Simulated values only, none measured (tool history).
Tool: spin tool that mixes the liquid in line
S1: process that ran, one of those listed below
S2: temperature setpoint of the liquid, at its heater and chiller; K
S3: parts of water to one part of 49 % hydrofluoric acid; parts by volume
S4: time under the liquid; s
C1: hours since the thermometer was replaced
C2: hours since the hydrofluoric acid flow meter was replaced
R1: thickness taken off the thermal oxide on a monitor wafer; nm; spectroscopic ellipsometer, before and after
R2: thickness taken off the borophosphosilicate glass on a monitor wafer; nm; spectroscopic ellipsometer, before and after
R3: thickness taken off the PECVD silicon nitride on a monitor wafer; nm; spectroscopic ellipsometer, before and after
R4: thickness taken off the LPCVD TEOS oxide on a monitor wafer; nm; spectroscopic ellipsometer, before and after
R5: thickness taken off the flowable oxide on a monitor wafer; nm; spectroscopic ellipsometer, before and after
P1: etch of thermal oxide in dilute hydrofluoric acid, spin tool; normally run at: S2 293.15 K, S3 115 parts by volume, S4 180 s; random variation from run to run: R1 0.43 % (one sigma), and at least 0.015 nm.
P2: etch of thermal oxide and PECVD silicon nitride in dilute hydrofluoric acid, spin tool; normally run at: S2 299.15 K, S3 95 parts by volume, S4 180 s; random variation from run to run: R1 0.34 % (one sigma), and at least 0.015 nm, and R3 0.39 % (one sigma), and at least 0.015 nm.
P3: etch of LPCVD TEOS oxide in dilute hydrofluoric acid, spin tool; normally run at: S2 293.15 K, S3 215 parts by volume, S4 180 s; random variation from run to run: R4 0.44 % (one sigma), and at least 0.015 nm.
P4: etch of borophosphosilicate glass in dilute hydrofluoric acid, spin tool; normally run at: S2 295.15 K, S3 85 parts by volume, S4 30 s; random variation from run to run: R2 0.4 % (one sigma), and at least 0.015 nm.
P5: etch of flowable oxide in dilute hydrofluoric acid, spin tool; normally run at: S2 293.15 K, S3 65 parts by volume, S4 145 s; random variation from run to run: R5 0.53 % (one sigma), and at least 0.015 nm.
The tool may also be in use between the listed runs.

| run | day | S1 | S2 | S3 | S4 | C1 | C2 | R1 | R2 | R3 | R4 | R5 |
|---|---|---|---|---|---|---|---|---|---|---|---|---|
| 1 | 0.283 | P1 | 293.15 | 115 | 180 | 1441.9 | 357.7 | 6.1329 |  |  |  |  |
| 2 | 0.783 | P4 | 295.15 | 85 | 30 | 1453.9 | 369.7 |  | 16.88 |  |  |  |
| 3 | 1.125 | P1 | 293.15 | 115 | 180 | 1462.1 | 377.9 | 6.1848 |  |  |  |  |
| 4 | 1.671 | P1 | 290.15 | 115 | 275 | 1475.2 | 391 | 8.2606 |  |  |  |  |
| 5 | 2 | P2 | 305.15 | 95 | 180 | 1483.1 | 398.9 | 12.024 |  | 11.73 |  |  |
| 6 | 2.483 | P3 | 293.15 | 215 | 315 | 1494.7 | 410.5 |  |  |  | 57.545 |  |
| 7 | 2.925 | P1 | 293.15 | 115 | 275 | 1505.3 | 421.1 | 9.3621 |  |  |  |  |
| 8 | 3.267 | P1 | 293.15 | 115 | 180 | 1513.5 | 429.3 | 6.1684 |  |  |  |  |
| 9 | 3.888 | P2 | 299.15 | 145 | 180 | 1528.4 | 444.2 | 5.9183 |  | 5.2609 |  |  |
| 10 | 4.167 | P3 | 293.15 | 125 | 180 | 1535.1 | 450.9 |  |  |  | 62.351 |  |
| 11 | 4.667 | P1 | 293.15 | 65 | 180 | 1547.1 | 462.9 | 11.555 |  |  |  |  |
| 12 | 5.242 | P5 | 297.65 | 65 | 145 | 1560.9 | 476.7 |  |  |  |  | 56.849 |
| 13 | 5.562 | P4 | 290.15 | 85 | 30 | 1568.6 | 484.4 |  | 13.673 |  |  |  |
| 14 | 5.908 | P1 | 300.15 | 115 | 180 | 1576.9 | 492.7 | 8.107 |  |  |  |  |
| 15 | 6.246 | P1 | 293.15 | 115 | 180 | 1585 | 500.8 | 6.1828 |  |  |  |  |
| 16 | 6.771 | P1 | 293.15 | 115 | 20 | 1597.6 | 513.4 | 0.69281 |  |  |  |  |
| 17 | 7.167 | P1 | 290.15 | 115 | 180 | 1607.1 | 522.9 | 5.4098 |  |  |  |  |
| 18 | 7.546 | P4 | 295.15 | 130 | 30 | 1616.2 | 532 |  | 10.372 |  |  |  |
| 19 | 8.025 | P1 | 293.15 | 115 | 180 | 1627.7 | 543.5 | 6.1212 |  |  |  |  |
| 20 | 8.358 | P4 | 295.15 | 85 | 30 | 1635.7 | 551.5 |  | 16.859 |  |  |  |
| 21 | 8.729 | P5 | 293.15 | 65 | 145 | 1644.6 | 560.4 |  |  |  |  | 47.612 |
| 22 | 9.196 | P2 | 299.15 | 95 | 180 | 1655.8 | 571.6 | 9.5871 |  | 8.052 |  |  |
| 23 | 9.642 | P4 | 295.15 | 85 | 55 | 1666.5 | 582.3 |  | 30.955 |  |  |  |
| 24 | 10.121 | P1 | 293.15 | 115 | 180 | 1678 | 593.8 | 6.1985 |  |  |  |  |
| 25 | 10.504 | P1 | 290.15 | 115 | 100 | 1687.2 | 603 | 3.035 |  |  |  |  |
| 26 | 11.033 | P3 | 293.15 | 215 | 180 | 1699.9 | 615.7 |  |  |  | 33.111 |  |
| 27 | 11.642 | P1 | 290.15 | 115 | 95 | 1714.5 | 630.3 | 2.8766 |  |  |  |  |
| 28 | 11.912 | P3 | 293.15 | 215 | 180 | 1721 | 636.8 |  |  |  | 33.297 |  |
| 29 | 12.338 | P1 | 293.15 | 175 | 180 | 1731.2 | 647 | 3.7956 |  |  |  |  |
| 30 | 12.775 | P5 | 293.15 | 65 | 235 | 1741.7 | 657.5 |  |  |  |  | 76.91 |
| 31 | 13.175 | P5 | 293.15 | 115 | 145 | 1751.3 | 667.1 |  |  |  |  | 25.387 |
| 32 | 13.504 | P2 | 299.15 | 95 | 275 | 1759.2 | 675 | 14.713 |  | 12.366 |  |  |
| 33 | 14.108 | P3 | 290.15 | 215 | 180 | 1773.7 | 689.5 |  |  |  | 29.424 |  |
| 34 | 14.425 | P1 | 293.15 | 115 | 180 | 1781.3 | 697.1 | 6.2024 |  |  |  |  |
| 35 | 14.75 | P1 | 293.15 | 115 | 180 | 1789.1 | 704.9 | 6.3464 |  |  |  |  |
| 36 | 15.25 | P1 | 293.15 | 115 | 180 | 1801.1 | 716.9 | 6.4134 |  |  |  |  |
| 37 | 15.612 | P1 | 293.15 | 115 | 180 | 1809.8 | 725.6 | 6.5113 |  |  |  |  |
| 38 | 16.033 | P1 | 293.15 | 115 | 180 | 1819.9 | 735.7 | 6.5503 |  |  |  |  |
| 39 | 16.612 | P1 | 293.15 | 115 | 180 | 1833.8 | 749.6 | 6.6026 |  |  |  |  |
| 40 | 17.054 | P1 | 293.15 | 115 | 180 | 1844.4 | 760.2 | 6.5502 |  |  |  |  |
| 41 | 17.571 | P1 | 293.15 | 115 | 180 | 1856.8 | 772.6 | 6.6513 |  |  |  |  |
| 42 | 17.879 | P1 | 293.15 | 115 | 180 | 1864.2 | 780 | 6.618 |  |  |  |  |

What P1 gives has crept away from where it was. These 2 causes fit the log equally well, each at the size given:
A: liquid hotter than its thermometer reads (K) = 1.78
B: hydrofluoric acid flow above the setpoint (%) = 6.59
The creep began at about day 14.425.

4 check runs are offered, one wafer each, their results left as question marks. Which one tells the causes apart?
| check 1 | 18.188 | P4 | 295.15 | 85 | 30 |  |  |  | ? |  |  |  |
| check 2 | 18.188 | P3 | 293.15 | 215 | 180 |  |  |  |  |  | ? |  |
| check 3 | 18.188 | P5 | 293.15 | 65 | 145 |  |  |  |  |  |  | ? |
| check 4 | 18.188 | P2 | 299.15 | 95 | 180 |  |  | ? |  | ? |  |  |

What each check would give under each cause:
| check | result | if A | if B |
|---|---|---|---|
| check 1 | R2 | 18.095 | 18.062 |
| check 2 | R4 | 35.506 | 35.837 |
| check 3 | R5 | 51.368 | 51.077 |
| check 4 | R1 | 10.312 | 10.337 |
| check 4 | R3 | 9.0551 | 8.6 |
How far apart the two closest causes lie, in the result that separates them most: check 1 0.18 %; check 2 0.93 %; check 3 0.57 %; check 4 5.16 %
Check 4 tells the causes apart: in the others they would give nearly the same result.

Then check 4 was run and gave: R1 10.329 nm; R3 8.6137 nm. Which cause is it?

It is B: hydrofluoric acid flow above the setpoint (%).
